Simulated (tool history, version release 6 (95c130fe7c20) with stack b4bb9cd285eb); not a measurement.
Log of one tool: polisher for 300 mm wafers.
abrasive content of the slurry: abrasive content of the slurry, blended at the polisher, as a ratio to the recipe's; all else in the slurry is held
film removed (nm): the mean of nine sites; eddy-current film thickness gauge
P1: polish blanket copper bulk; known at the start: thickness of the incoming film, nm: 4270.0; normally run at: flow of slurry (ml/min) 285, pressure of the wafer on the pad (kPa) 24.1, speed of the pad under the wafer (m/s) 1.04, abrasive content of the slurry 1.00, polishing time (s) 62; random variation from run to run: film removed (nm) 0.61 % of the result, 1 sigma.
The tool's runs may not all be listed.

run   hour  flow of slurry (ml/min)  pressure of the wafer on the pad (kPa)  speed of the pad under the wafer (m/s)  abrasive content of the slurry  polishing time (s)  wafers polished on this pad  hours since the slurry nozzle was cleaned  hours since the head pressure was calibrated  hours since the slurry blender was calibrated  film removed (nm)
  1    8.2                      285                                    24.1                                    1.04                            1.00                  62                          325                                      218.7                                         383.2                                          107.5             844.79
  2   18.7                      285                                    24.1                                    1.04                            0.80                  62                          390                                      229.2                                         393.7                                          118.0             803.94
  3   29.5                      285                                    24.1                                    1.04                            1.00                  34                          457                                      240.0                                         404.5                                          128.8             467.65
  4   34.8                      285                                    36.5                                    1.04                            1.45                  62                          489                                      245.3                                         409.8                                          134.1            1379.60
  5   39.5                      400                                    24.1                                    1.04                            1.00                  62                          518                                      250.0                                         414.5                                          138.8             872.36
  6   49.7                      285                                    13.8                                    1.04                            1.00                  62                          581                                      260.2                                         424.7                                          149.0             482.47
  7   56.8                      285                                    37.2                                    1.04                            1.00                  62                          625                                      267.3                                         431.8                                          156.1            1297.70
  8   65.4                      285                                    24.1                                    1.04                            1.00                  90                          678                                      275.9                                         440.4                                          164.7            1218.90
      68.7  -- slurry blender recalibrated
  9   70.4                      285                                    24.1                                    1.04                            1.00                  62                          709                                      280.9                                         445.4                                            1.7             842.24
 10   76.1                      285                                    24.1                                    1.04                            1.30                  62                          744                                      286.6                                         451.1                                            7.4             899.61
 11   85.2                      285                                    24.1                                    1.62                            1.00                  62                          800                                      295.7                                         460.2                                           16.5            1314.20
 12   93.9                      285                                    24.1                                    1.04                            1.00                  62                          854                                      304.4                                         468.9                                           25.2             840.15
 13  102.4                      285                                    24.1                                    1.04                            1.00                  62                          907                                      312.9                                         477.4                                           33.7             838.70
 14  112.4                      285                                    24.1                                    1.04                            1.00                  62                          968                                      322.9                                         487.4                                           43.7             836.01
 15  122.6                      285                                    24.1                                    1.04                            1.00                  62                         1031                                      333.1                                         497.6                                           53.9             838.41
 16  131.4                      285                                    24.1                                    0.46                            1.00                  62                         1086                                      341.9                                         506.4                                           62.7             370.01
 17  139.2                      170                                    24.1                                    1.04                            1.00                  62                         1134                                      349.7                                         514.2                                           70.5             791.53
 18  144.2                      285                                    24.1                                    1.04                            1.00                  62                         1165                                      354.7                                         519.2                                           75.5             844.57
 19  155.0                      285                                    24.1                                    1.04                            1.00                  62                         1231                                      365.5                                         530.0                                           86.3             825.65
 20  165.8                      285                                    24.1                                    1.04                            1.00                  62                         1298                                      376.3                                         540.8                                           97.1             805.91

Forecast run 21:
 21  171.4                      285                                    24.1                                    1.04                            1.00                  62                         1332                                      381.9                                         546.4                                          102.7                  ?

Run 21 gave film removed (nm) 798.29.
